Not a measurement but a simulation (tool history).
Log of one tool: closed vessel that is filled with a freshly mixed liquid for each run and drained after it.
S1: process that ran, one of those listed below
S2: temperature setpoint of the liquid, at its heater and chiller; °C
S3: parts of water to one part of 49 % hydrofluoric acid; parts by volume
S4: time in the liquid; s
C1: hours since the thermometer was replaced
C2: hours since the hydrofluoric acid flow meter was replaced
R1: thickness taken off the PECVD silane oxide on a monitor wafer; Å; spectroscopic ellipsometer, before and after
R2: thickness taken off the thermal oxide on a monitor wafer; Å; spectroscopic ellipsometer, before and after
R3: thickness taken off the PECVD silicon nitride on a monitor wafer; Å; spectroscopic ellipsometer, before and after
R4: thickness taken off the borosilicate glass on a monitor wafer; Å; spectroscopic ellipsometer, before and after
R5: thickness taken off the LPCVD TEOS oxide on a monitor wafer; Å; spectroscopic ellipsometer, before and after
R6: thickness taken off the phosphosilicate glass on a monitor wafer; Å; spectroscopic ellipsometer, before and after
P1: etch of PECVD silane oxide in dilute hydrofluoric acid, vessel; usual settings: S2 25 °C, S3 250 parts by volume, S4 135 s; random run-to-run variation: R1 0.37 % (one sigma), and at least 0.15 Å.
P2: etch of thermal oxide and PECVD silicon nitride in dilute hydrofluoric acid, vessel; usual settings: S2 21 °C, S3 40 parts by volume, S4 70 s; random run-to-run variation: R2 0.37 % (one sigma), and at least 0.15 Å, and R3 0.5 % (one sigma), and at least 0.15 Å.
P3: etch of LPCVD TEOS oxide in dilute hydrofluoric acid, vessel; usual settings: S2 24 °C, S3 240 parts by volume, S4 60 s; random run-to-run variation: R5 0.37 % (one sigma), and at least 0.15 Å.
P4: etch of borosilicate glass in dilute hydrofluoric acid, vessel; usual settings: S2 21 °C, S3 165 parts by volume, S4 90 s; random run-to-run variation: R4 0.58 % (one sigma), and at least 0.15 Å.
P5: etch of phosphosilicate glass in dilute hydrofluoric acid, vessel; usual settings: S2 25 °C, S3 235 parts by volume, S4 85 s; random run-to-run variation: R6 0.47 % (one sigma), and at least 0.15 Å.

run   hour  S1    S2   S3   S4     C1     C2      R1      R2      R3      R4      R5      R6
  1    4.6  P1    25  250  135  546.4  122.2  99.791
  2    8.2  P2    21   60   70    550  125.8          46.626  45.057
  3   11.6  P4  26.5  165   90  553.4  129.2                          260.49
  4   15.8  P4    21  280   90  557.6  133.4                          111.09
  5   19.6  P3    24   85   60  561.4  137.2                                  299.24
  6   23.9  P1    25  410  135  565.7  141.5  51.624
  7   28.2  P3    20  240   60    570  145.8                                  76.505
  8   31.3  P1  28.5  355  135  573.1  148.9  70.224
  9   35.2  P2    21   40   70    577  152.8          71.925  67.732
 10   39.2  P1    25  250  135    581  156.8  98.379
 11   42.9  P1    32  250  135  584.7  160.5  125.56
 12   46.3  P3    24  240   60  588.1  163.9                                  89.293
 13     51  P1    25  250  135  592.8  168.6  98.946
 14   54.8  P4    21  165   90  596.6  172.4                          210.12
 15     57  P2    21   40  100  598.8  174.6          102.48  95.548
 16   60.9  P1    25  250  225  602.7  178.5  164.83
 17   63.7  P5    25   95   85  605.5  181.3                                          1013.2
 18   66.4  P5    25  235   85  608.2    184                                          345.65
 19     69  P1    25   45  135  610.8  186.6  706.96
 20   73.4  P4    21  165   90  615.2    191                          212.41
 21   76.7  P3    24  240   85  618.5  194.3                                   126.7
 22   80.1  P2    17   40   70  621.9  197.7          60.302  50.555
 23   83.9  P5    25  235  160  625.7  201.5                                          658.11
 24   87.8  P5    31  235   85  629.6  205.4                                           425.9
 25   91.7  P1    25  105   70  633.5  209.3  143.03
 26   95.8  P3    24  240   60  637.6  213.4                                  89.077
 27    100  P1    29  380  135  641.8  217.6  64.761
 28  103.8  P4    21  165   30  645.6  221.4                          70.212
 29    108  P1    25  250   35  649.8  225.6  25.574
 30  110.3  P1    25  250  135  652.1  227.9   98.51
 31  114.5  P2    21   40   70  656.3  232.1           72.12  67.213
 32  118.3  P1    20  250  135  660.1  235.9  82.817
 33  122.2  P1    25  250  135    664  239.8  99.466
 34    125  P1    25  250  135  666.8  242.6  97.439
 35  129.4  P1    25  250  135  671.2    247  96.075
 36  134.4  P1    25  250  135  676.2    252  94.588
 37  138.5  P1    25  250  135  680.3  256.1  94.553
 38  142.7  P1    25  250  135  684.5  260.3  94.357
 39  147.5  P1    25  250  135  689.3  265.1  94.652
 40  149.9  P1    25  250  135  691.7  267.5  93.697
 41    153  P1    25  250  135  694.8  270.6  93.084
 42  157.7  P1    25  250  135  699.5  275.3   92.97
 43  160.3  P1    25  250  135  702.1  277.9  93.138
 44  162.8  P1    25  250  135  704.6  280.4   93.62

P1 has crept away from where it was. The log is fitted equally well by each of these 2 causes, at the sizes shown:
A: liquid colder than its thermometer reads (K) = 1.58
B: hydrofluoric acid flow below the setpoint (%) = 4.36
Creep in the process output first set in at about hour 122.2.

4 check runs are offered, one wafer each, their results left as question marks. Which one tells the causes apart?
check 1  165.3  P4  21  165  90                       ?
check 2  165.3  P2  21   40  70               ?   ?
check 3  165.3  P3  24  240  60                           ?
check 4  165.3  P5  25  235  85                               ?

What each check would give under each cause:
  check  result    if A    if B
check 1      R4  199.28  201.24
check 2      R2  67.182  68.589
check 2      R3  60.171  64.334
check 3      R5  84.157  84.297
check 4      R6  330.36  330.73
Minimum pairwise separation of causes per check, each pair taken at its best-separating result: check 1 0.98 %; check 2 6.69 %; check 3 0.17 %; check 4 0.11 %
Check 2 distinguishes between the causes, while the remaining checks would return nearly the same result for all of them.

Running check 2 produced the following: R2 66.717 Å; R3 60.034 Å. Which one of the listed causes fits?

A is the cause: liquid colder than its thermometer reads (K).

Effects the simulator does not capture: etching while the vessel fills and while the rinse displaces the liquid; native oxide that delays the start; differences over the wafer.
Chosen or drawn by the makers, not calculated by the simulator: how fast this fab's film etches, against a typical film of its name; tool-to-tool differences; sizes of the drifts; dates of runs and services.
